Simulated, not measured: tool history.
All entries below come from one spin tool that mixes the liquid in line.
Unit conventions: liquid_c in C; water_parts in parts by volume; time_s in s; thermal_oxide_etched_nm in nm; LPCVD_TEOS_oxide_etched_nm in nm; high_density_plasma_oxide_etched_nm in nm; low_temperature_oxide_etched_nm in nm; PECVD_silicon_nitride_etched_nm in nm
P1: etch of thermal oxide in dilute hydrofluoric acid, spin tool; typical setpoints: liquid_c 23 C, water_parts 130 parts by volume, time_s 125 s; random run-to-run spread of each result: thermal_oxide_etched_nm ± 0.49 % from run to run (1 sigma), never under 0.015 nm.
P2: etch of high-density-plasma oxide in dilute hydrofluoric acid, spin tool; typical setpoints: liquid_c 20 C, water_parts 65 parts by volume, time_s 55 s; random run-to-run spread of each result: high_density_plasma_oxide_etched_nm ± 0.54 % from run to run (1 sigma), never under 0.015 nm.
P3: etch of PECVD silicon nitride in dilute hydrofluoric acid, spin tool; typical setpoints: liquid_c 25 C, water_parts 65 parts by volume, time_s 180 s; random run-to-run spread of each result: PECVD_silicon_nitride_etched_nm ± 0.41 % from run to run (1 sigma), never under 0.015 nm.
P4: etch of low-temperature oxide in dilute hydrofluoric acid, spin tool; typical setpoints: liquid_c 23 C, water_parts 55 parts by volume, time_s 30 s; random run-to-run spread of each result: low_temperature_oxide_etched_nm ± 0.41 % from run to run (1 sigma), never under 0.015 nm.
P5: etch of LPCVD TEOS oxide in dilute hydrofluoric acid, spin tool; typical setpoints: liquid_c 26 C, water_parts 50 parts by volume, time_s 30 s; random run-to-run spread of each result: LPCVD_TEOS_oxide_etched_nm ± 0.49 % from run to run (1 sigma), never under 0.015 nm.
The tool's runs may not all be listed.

| run | hour | process | liquid_c | water_parts | time_s | hours since the thermometer was replaced | hours since the hydrofluoric acid flow meter was replaced | thermal_oxide_etched_nm | LPCVD_TEOS_oxide_etched_nm | high_density_plasma_oxide_etched_nm | low_temperature_oxide_etched_nm | PECVD_silicon_nitride_etched_nm |
|---|---|---|---|---|---|---|---|---|---|---|---|---|
| 1 | 12.6 | P1 | 23 | 130 | 125 | 782 | 635.7 | 4.333 |  |  |  |  |
| 2 | 31.3 | P5 | 26 | 50 | 30 | 800.7 | 654.4 |  | 24.561 |  |  |  |
| 3 | 42.8 | P2 | 20 | 65 | 95 | 812.2 | 665.9 |  |  | 8.7754 |  |  |
| 4 | 59.9 | P2 | 20 | 65 | 55 | 829.3 | 683 |  |  | 5.0749 |  |  |
| 5 | 70.2 | P4 | 31 | 55 | 30 | 839.6 | 693.3 |  |  |  | 8.0317 |  |
| 6 | 88.7 | P4 | 23 | 20 | 30 | 858.1 | 711.8 |  |  |  | 16.678 |  |
| 7 | 105.9 | P1 | 31 | 130 | 125 | 875.3 | 729 | 5.8391 |  |  |  |  |
| 8 | 118.2 | P2 | 17 | 65 | 55 | 887.6 | 741.3 |  |  | 4.4517 |  |  |
| 9 | 127.5 | P5 | 26 | 75 | 30 | 896.9 | 750.6 |  | 15.816 |  |  |  |
| 10 | 138.9 | P4 | 23 | 55 | 55 | 908.3 | 762 |  |  |  | 10.6 |  |
| 11 | 156.5 | P1 | 27.5 | 130 | 230 | 925.9 | 779.6 | 9.4857 |  |  |  |  |
| 12 | 175.1 | P1 | 23 | 130 | 125 | 944.5 | 798.2 | 4.3606 |  |  |  |  |
| 13 | 194.1 | P3 | 18.5 | 65 | 180 | 963.5 | 817.2 |  |  |  |  | 3.1987 |
| 14 | 211 | P1 | 23 | 130 | 205 | 980.4 | 834.1 | 7.1538 |  |  |  |  |
| 15 | 225.9 | P5 | 34 | 50 | 30 | 995.3 | 849 |  | 33.62 |  |  |  |
| 16 | 241.6 | P2 | 20 | 30 | 55 | 1011 | 864.7 |  |  | 11.614 |  |  |
| 17 | 258.5 | P5 | 26 | 50 | 30 | 1027.9 | 881.6 |  | 24.583 |  |  |  |
| 18 | 268.3 | P1 | 23 | 130 | 125 | 1037.7 | 891.4 | 4.3493 |  |  |  |  |
| 19 | 279.5 | P5 | 26 | 50 | 50 | 1048.9 | 902.6 |  | 40.736 |  |  |  |
| 20 | 295.3 | P4 | 23 | 55 | 30 | 1064.7 | 918.4 |  |  |  | 5.8177 |  |
| 21 | 307.4 | P1 | 23 | 130 | 125 | 1076.8 | 930.5 | 4.3351 |  |  |  |  |
| 22 | 317.4 | P1 | 23 | 130 | 20 | 1086.8 | 940.5 | 0.69157 |  |  |  |  |
| 23 | 326.6 | P3 | 25 | 65 | 180 | 1096 | 949.7 |  |  |  |  | 4.9464 |
| 24 | 341.3 | P1 | 23 | 200 | 125 | 1110.7 | 964.4 | 2.6098 |  |  |  |  |
| 25 | 352.5 | P1 | 23 | 35 | 125 | 1121.9 | 975.6 | 18.103 |  |  |  |  |
| 26 | 364.4 | P3 | 25 | 25 | 180 | 1133.8 | 987.5 |  |  |  |  | 12.522 |
| 27 | 379.8 | P3 | 25 | 65 | 330 | 1149.2 | 1002.9 |  |  |  |  | 9.0408 |
| 28 | 389.8 | P1 | 23 | 130 | 125 | 1159.2 | 1012.9 | 4.324 |  |  |  |  |
| 29 | 405.5 | P3 | 25 | 65 | 180 | 1174.9 | 1028.6 |  |  |  |  | 4.9839 |
| 30 | 420.6 | P4 | 23 | 55 | 30 | 1190 | 1043.7 |  |  |  | 5.8685 |  |
| 31 | 439.3 | P1 | 23 | 130 | 125 | 1208.7 | 1062.4 | 4.3763 |  |  |  |  |
| 32 | 450.8 | P1 | 17 | 130 | 125 | 1220.2 | 1073.9 | 3.3818 |  |  |  |  |
| 33 | 464 | P1 | 23 | 130 | 125 | 1233.4 | 1087.1 | 4.3034 |  |  |  |  |
| 34 | 481.7 | P1 | 23 | 130 | 125 | 1251.1 | 1104.8 | 4.5178 |  |  |  |  |
| 35 | 495.4 | P1 | 23 | 130 | 125 | 1264.8 | 1118.5 | 4.6507 |  |  |  |  |
| 36 | 507.1 | P1 | 23 | 130 | 125 | 1276.5 | 1130.2 | 4.5768 |  |  |  |  |
| 37 | 525.7 | P1 | 23 | 130 | 125 | 1295.1 | 1148.8 | 4.7181 |  |  |  |  |
| 38 | 543.5 | P1 | 23 | 130 | 125 | 1312.9 | 1166.6 | 4.6626 |  |  |  |  |
| 39 | 560.4 | P1 | 23 | 130 | 125 | 1329.8 | 1183.5 | 4.67 |  |  |  |  |
| 40 | 576 | P1 | 23 | 130 | 125 | 1345.4 | 1199.1 | 4.6757 |  |  |  |  |

The output of P1 has drifted from where it used to be. Each of the 2 causes below, taken at the size shown beside it, accounts for the log equally well:
A: hydrofluoric acid flow above the setpoint (%) = 7.01
B: liquid hotter than its thermometer reads (K) = 2.01
The drift started at roughly hour 464.

Listed below are the offered check runs, one wafer per run, with question marks in place of results. For which of them would the causes give clearly different outcomes?
| check 1 | 591.6 | P3 | 25 | 65 | 180 |  |  |  |  |  |  | ? |
| check 2 | 591.6 | P2 | 20 | 65 | 55 |  |  |  |  | ? |  |  |
| check 3 | 591.6 | P5 | 26 | 50 | 30 |  |  |  | ? |  |  |  |
| check 4 | 591.6 | P4 | 23 | 55 | 30 |  |  |  |  |  | ? |  |

Outcome of each check run for each possible cause:
| check | result | if A | if B |
|---|---|---|---|
| check 1 | PECVD_silicon_nitride_etched_nm | 5.298 | 5.6584 |
| check 2 | high_density_plasma_oxide_etched_nm | 5.4967 | 5.5574 |
| check 3 | LPCVD_TEOS_oxide_etched_nm | 26.407 | 26.628 |
| check 4 | low_temperature_oxide_etched_nm | 6.2465 | 6.3096 |
Distance between the nearest two causes, measured in the result of the check that separates them most: check 1 6.58 %; check 2 1.1 %; check 3 0.83 %; check 4 1.01 %
The causes can be told apart only by check 1. The other checks would give nearly the same results under each of them.

Check 1 was then run and gave: PECVD_silicon_nitride_etched_nm 5.2994 nm. Which cause is it?

A is the cause: hydrofluoric acid flow above the setpoint (%).
